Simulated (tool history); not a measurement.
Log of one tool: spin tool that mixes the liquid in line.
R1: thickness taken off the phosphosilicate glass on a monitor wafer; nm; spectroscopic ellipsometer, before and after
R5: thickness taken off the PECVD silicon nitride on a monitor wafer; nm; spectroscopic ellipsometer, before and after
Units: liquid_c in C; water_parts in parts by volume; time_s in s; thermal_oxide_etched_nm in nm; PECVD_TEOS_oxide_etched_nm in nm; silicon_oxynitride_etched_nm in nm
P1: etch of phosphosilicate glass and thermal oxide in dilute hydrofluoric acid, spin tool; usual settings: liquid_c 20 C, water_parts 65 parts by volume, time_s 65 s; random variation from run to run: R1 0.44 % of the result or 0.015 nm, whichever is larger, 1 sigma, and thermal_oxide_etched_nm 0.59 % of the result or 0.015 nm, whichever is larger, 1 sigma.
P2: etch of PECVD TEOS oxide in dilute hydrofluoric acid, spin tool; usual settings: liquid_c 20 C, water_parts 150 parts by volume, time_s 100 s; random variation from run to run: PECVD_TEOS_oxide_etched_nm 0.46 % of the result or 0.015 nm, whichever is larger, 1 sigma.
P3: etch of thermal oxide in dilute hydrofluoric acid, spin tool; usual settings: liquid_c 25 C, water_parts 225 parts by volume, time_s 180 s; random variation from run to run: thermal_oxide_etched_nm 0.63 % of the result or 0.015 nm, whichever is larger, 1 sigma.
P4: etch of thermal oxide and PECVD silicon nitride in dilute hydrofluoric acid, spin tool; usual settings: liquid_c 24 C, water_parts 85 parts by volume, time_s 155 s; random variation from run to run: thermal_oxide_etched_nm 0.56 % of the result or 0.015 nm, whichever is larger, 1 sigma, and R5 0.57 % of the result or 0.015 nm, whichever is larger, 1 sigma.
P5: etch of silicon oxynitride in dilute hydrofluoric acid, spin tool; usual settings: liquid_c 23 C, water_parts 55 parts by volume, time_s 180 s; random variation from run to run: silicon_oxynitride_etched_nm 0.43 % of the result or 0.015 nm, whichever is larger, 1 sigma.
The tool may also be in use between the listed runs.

Run 1, day 0.546: process P1, liquid_c 20 C, water_parts 65 parts by volume, time_s 65 s. Result: R1 52.861 nm, thermal_oxide_etched_nm 4.2673 nm.
Run 2, day 1.092: process P1, liquid_c 20 C, water_parts 65 parts by volume, time_s 65 s. Result: R1 53.342 nm, thermal_oxide_etched_nm 4.2326 nm.
Run 3, day 1.488: process P2, liquid_c 20 C, water_parts 150 parts by volume, time_s 45 s. Result: PECVD_TEOS_oxide_etched_nm 5.3995 nm.
Run 4, day 2.167: process P3, liquid_c 17 C, water_parts 225 parts by volume, time_s 180 s. Result: thermal_oxide_etched_nm 2.6951 nm.
Run 5, day 2.879: process P1, liquid_c 20 C, water_parts 65 parts by volume, time_s 65 s. Result: R1 53.235 nm, thermal_oxide_etched_nm 4.2383 nm.
Run 6, day 3.517: process P5, liquid_c 23 C, water_parts 55 parts by volume, time_s 180 s. Result: silicon_oxynitride_etched_nm 5.3354 nm.
Run 7, day 4.154: process P5, liquid_c 17 C, water_parts 55 parts by volume, time_s 180 s. Result: silicon_oxynitride_etched_nm 3.9651 nm.
Run 8, day 4.621: process P2, liquid_c 20 C, water_parts 80 parts by volume, time_s 100 s. Result: PECVD_TEOS_oxide_etched_nm 24.351 nm.
Run 9, day 5.396: process P1, liquid_c 20 C, water_parts 65 parts by volume, time_s 65 s. Result: R1 52.956 nm, thermal_oxide_etched_nm 4.2634 nm.
Run 10, day 5.779: process P1, liquid_c 20 C, water_parts 105 parts by volume, time_s 65 s. Result: R1 31.39 nm, thermal_oxide_etched_nm 2.5241 nm.
Run 11, day 6.362: process P1, liquid_c 20 C, water_parts 65 parts by volume, time_s 105 s. Result: R1 85.857 nm, thermal_oxide_etched_nm 6.7838 nm.
Run 12, day 6.775: process P3, liquid_c 25 C, water_parts 225 parts by volume, time_s 180 s. Result: thermal_oxide_etched_nm 3.6845 nm.
Run 13, day 7.371: process P2, liquid_c 20 C, water_parts 150 parts by volume, time_s 100 s. Result: PECVD_TEOS_oxide_etched_nm 11.888 nm.
Run 14, day 7.992: process P1, liquid_c 20 C, water_parts 65 parts by volume, time_s 25 s. Result: R1 20.331 nm, thermal_oxide_etched_nm 1.6383 nm.
Run 15, day 8.55: process P1, liquid_c 20 C, water_parts 30 parts by volume, time_s 65 s. Result: R1 119.59 nm, thermal_oxide_etched_nm 9.5542 nm.
Run 16, day 9.121: process P4, liquid_c 24 C, water_parts 85 parts by volume, time_s 255 s. Result: thermal_oxide_etched_nm 14.651 nm, R5 9.974 nm.
Run 17, day 9.517: process P3, liquid_c 25 C, water_parts 225 parts by volume, time_s 315 s. Result: thermal_oxide_etched_nm 6.4632 nm.
Run 18, day 10.188: process P1, liquid_c 28 C, water_parts 65 parts by volume, time_s 65 s. Result: R1 73.595 nm, thermal_oxide_etched_nm 5.9158 nm.
Run 19, day 10.571: process P5, liquid_c 23 C, water_parts 55 parts by volume, time_s 25 s. Result: silicon_oxynitride_etched_nm 0.74163 nm.
Run 20, day 11.171: process P2, liquid_c 17 C, water_parts 150 parts by volume, time_s 100 s. Result: PECVD_TEOS_oxide_etched_nm 10.7 nm.
Run 21, day 11.879: process P4, liquid_c 17 C, water_parts 85 parts by volume, time_s 155 s. Result: thermal_oxide_etched_nm 6.742 nm, R5 3.7803 nm.
Run 22, day 12.638: process P1, liquid_c 25.5 C, water_parts 65 parts by volume, time_s 30 s. Result: R1 30.767 nm, thermal_oxide_etched_nm 2.4203 nm.
Run 23, day 13.283: process P4, liquid_c 24 C, water_parts 25 parts by volume, time_s 155 s. Result: thermal_oxide_etched_nm 32.924 nm, R5 20.132 nm.
Run 24, day 13.679: process P1, liquid_c 20 C, water_parts 65 parts by volume, time_s 65 s. Result: R1 52.971 nm, thermal_oxide_etched_nm 4.2149 nm.
Run 25, day 14.104: process P3, liquid_c 25 C, water_parts 385 parts by volume, time_s 180 s. Result: thermal_oxide_etched_nm 1.8182 nm.
Run 26, day 14.708: process P4, liquid_c 24 C, water_parts 85 parts by volume, time_s 155 s. Result: thermal_oxide_etched_nm 8.9602 nm, R5 6.0452 nm.
Run 27, day 15.317: process P1, liquid_c 17 C, water_parts 65 parts by volume, time_s 65 s. Result: R1 47.122 nm, thermal_oxide_etched_nm 3.7249 nm.
Run 28, day 15.783: process P5, liquid_c 23 C, water_parts 85 parts by volume, time_s 180 s. Result: silicon_oxynitride_etched_nm 3.3615 nm.
Run 29, day 16.154: process P1, liquid_c 20 C, water_parts 65 parts by volume, time_s 65 s. Result: R1 53.184 nm, thermal_oxide_etched_nm 4.277 nm.
Run 30, day 16.55: process P1, liquid_c 20 C, water_parts 65 parts by volume, time_s 65 s. Result: R1 51.612 nm, thermal_oxide_etched_nm 4.1142 nm.
Run 31, day 17.108: process P1, liquid_c 20 C, water_parts 65 parts by volume, time_s 65 s. Result: R1 50.504 nm, thermal_oxide_etched_nm 3.9975 nm.
Run 32, day 17.642: process P1, liquid_c 20 C, water_parts 65 parts by volume, time_s 65 s. Result: R1 49.616 nm, thermal_oxide_etched_nm 3.9691 nm.
Run 33, day 18.1: process P1, liquid_c 20 C, water_parts 65 parts by volume, time_s 65 s. Result: R1 49.143 nm, thermal_oxide_etched_nm 3.8891 nm.
Run 34, day 18.725: process P1, liquid_c 20 C, water_parts 65 parts by volume, time_s 65 s. Result: R1 48.723 nm, thermal_oxide_etched_nm 3.8622 nm.
Run 35, day 19.283: process P1, liquid_c 20 C, water_parts 65 parts by volume, time_s 65 s. Result: R1 48.777 nm, thermal_oxide_etched_nm 3.8618 nm.
Run 36, day 20.012: process P1, liquid_c 20 C, water_parts 65 parts by volume, time_s 65 s. Result: R1 48.516 nm, thermal_oxide_etched_nm 3.8601 nm.
Run 37, day 20.379: process P1, liquid_c 20 C, water_parts 65 parts by volume, time_s 65 s. Result: R1 48.177 nm, thermal_oxide_etched_nm 3.855 nm.
Run 38, day 21.104: process P1, liquid_c 20 C, water_parts 65 parts by volume, time_s 65 s. Result: R1 48.245 nm, thermal_oxide_etched_nm 3.7973 nm.
Run 39, day 21.729: process P1, liquid_c 20 C, water_parts 65 parts by volume, time_s 65 s. Result: R1 47.623 nm, thermal_oxide_etched_nm 3.8138 nm.
Run 40, day 22.104: process P1, liquid_c 20 C, water_parts 65 parts by volume, time_s 65 s. Result: R1 47.773 nm, thermal_oxide_etched_nm 3.757 nm.

What P1 gives has crept away from where it was. These 2 causes fit the log equally well, each at the size given:
A: hydrofluoric acid flow below the setpoint (%) = 9.19
B: liquid colder than its thermometer reads (K) = 2.46
The creep began at about day 16.154.

4 check runs are offered, one wafer each, their results left as question marks. Which one tells the causes apart?
Run check 1, day 22.479: process P5, liquid_c 20 C, water_parts 55 parts by volume, time_s 60 s. Result: silicon_oxynitride_etched_nm ?.
Run check 2, day 22.479: process P2, liquid_c 20 C, water_parts 105 parts by volume, time_s 45 s. Result: PECVD_TEOS_oxide_etched_nm ?.
Run check 3, day 22.479: process P3, liquid_c 18.5 C, water_parts 225 parts by volume, time_s 180 s. Result: thermal_oxide_etched_nm ?.
Run check 4, day 22.479: process P4, liquid_c 17 C, water_parts 85 parts by volume, time_s 215 s. Result: thermal_oxide_etched_nm ?, R5 ?.

What each check would give under each cause:
  check                        result    if A    if B
check 1  silicon_oxynitride_etched_nm  1.3834  1.3504
check 2    PECVD_TEOS_oxide_etched_nm  7.2552  7.3009
check 3       thermal_oxide_etched_nm  2.5634   2.617
check 4       thermal_oxide_etched_nm  8.3811  8.3782
check 4                            R5   4.735  4.3674
How far apart the two closest causes lie, in the result that separates them most: check 1 2.42 %; check 2 0.63 %; check 3 2.07 %; check 4 8.08 %
Check 4 tells the causes apart: in the others they would give nearly the same result.

Then check 4 was run and gave: thermal_oxide_etched_nm 8.337 nm; R5 4.3899 nm. Which cause is it?

It is B: liquid colder than its thermometer reads (K).
